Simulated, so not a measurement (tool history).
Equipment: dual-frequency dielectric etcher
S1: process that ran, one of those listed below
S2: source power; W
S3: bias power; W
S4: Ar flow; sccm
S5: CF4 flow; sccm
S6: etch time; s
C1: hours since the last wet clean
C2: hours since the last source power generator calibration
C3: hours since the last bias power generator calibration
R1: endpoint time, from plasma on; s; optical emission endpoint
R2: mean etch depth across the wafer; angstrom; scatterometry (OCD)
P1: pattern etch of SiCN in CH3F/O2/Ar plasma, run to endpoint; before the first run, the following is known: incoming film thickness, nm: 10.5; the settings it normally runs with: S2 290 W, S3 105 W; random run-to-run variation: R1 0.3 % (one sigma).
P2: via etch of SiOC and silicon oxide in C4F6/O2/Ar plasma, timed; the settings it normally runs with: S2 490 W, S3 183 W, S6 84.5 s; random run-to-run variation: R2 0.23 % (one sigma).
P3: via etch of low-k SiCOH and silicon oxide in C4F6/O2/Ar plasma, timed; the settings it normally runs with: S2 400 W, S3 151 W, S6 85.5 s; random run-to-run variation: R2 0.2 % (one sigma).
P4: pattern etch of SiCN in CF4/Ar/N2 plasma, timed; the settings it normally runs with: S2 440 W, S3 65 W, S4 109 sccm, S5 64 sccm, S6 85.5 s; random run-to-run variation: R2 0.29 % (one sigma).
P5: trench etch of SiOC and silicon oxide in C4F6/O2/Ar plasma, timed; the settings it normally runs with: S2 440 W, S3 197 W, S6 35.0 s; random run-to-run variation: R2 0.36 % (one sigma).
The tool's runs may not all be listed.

| run | hour | S1 | S2 | S3 | S4 | S5 | S6 | C1 | C2 | C3 | R1 | R2 |
|---|---|---|---|---|---|---|---|---|---|---|---|---|
| 1 | 8.7 | P1 | 290 | 105 |  |  |  | 281.7 | 760.4 | 1794.0 | 27.714 |  |
| 2 | 19.1 | P1 | 290 | 105 |  |  |  | 292.1 | 770.8 | 1804.4 | 27.742 |  |
| 3 | 31.5 | P4 | 440 | 43 | 109 | 64 | 85.5 | 304.5 | 783.2 | 1816.8 |  | 589.11 |
| 4 | 45.2 | P1 | 230 | 105 |  |  |  | 318.2 | 796.9 | 1830.5 | 29.968 |  |
| 5 | 52.5 | P2 | 490 | 183 |  |  | 46.5 | 325.5 | 804.2 | 1837.8 |  | 568.82 |
| 6 | 64.8 | P2 | 370 | 183 |  |  | 84.5 | 337.8 | 816.5 | 1850.1 |  | 927.33 |
| 7 | 78.3 | P1 | 180 | 83 |  |  |  | 351.3 | 830.0 | 1863.6 | 35.871 |  |
| 8 | 85.8 | P4 | 280 | 65 | 109 | 64 | 85.5 | 358.8 | 837.5 | 1871.1 |  | 451.81 |
| 9 | 98.9 | P5 | 440 | 130 |  |  | 35.0 | 371.9 | 850.6 | 1884.2 |  | 634.40 |
| 10 | 112.5 | P1 | 200 | 73 |  |  |  | 385.5 | 864.2 | 1897.8 | 36.236 |  |
| 11 | 122.5 | P1 | 380 | 105 |  |  |  | 395.5 | 874.2 | 1907.8 | 25.006 |  |
|  | 133.6 | source power generator calibrated |
| 12 | 135.2 | P4 | 440 | 65 | 109 | 64 | 109.0 | 408.2 | 1.7 | 1920.5 |  | 859.59 |
| 13 | 146.5 | P1 | 290 | 69 |  |  |  | 419.5 | 13.0 | 1931.8 | 32.522 |  |
| 14 | 154.7 | P1 | 290 | 105 |  |  |  | 427.7 | 21.2 | 1940.0 | 27.686 |  |
| 15 | 162.3 | P1 | 290 | 105 |  |  |  | 435.3 | 28.8 | 1947.6 | 27.455 |  |
| 16 | 176.6 | P4 | 440 | 65 | 129 | 64 | 85.5 | 449.6 | 43.1 | 1961.9 |  | 655.83 |
| 17 | 188.5 | P5 | 270 | 197 |  |  | 35.0 | 461.5 | 55.0 | 1973.8 |  | 599.46 |
| 18 | 198.4 | P1 | 290 | 105 |  |  |  | 471.4 | 64.9 | 1983.7 | 27.700 |  |
| 19 | 208.8 | P1 | 190 | 78 |  |  |  | 481.8 | 75.3 | 1994.1 | 36.028 |  |
| 20 | 218.3 | P2 | 490 | 107 |  |  | 84.5 | 491.3 | 84.8 | 2003.6 |  | 886.84 |
| 21 | 225.4 | P2 | 490 | 183 |  |  | 84.5 | 498.4 | 91.9 | 2010.7 |  | 1036.50 |

Run 22 is up next; what results do you expect?
| 22 | 236.4 | P3 | 560 | 151 |  |  | 85.5 | 509.4 | 102.9 | 2021.7 |  | ? |

Run 22 came out at R2 2655.90 angstrom.
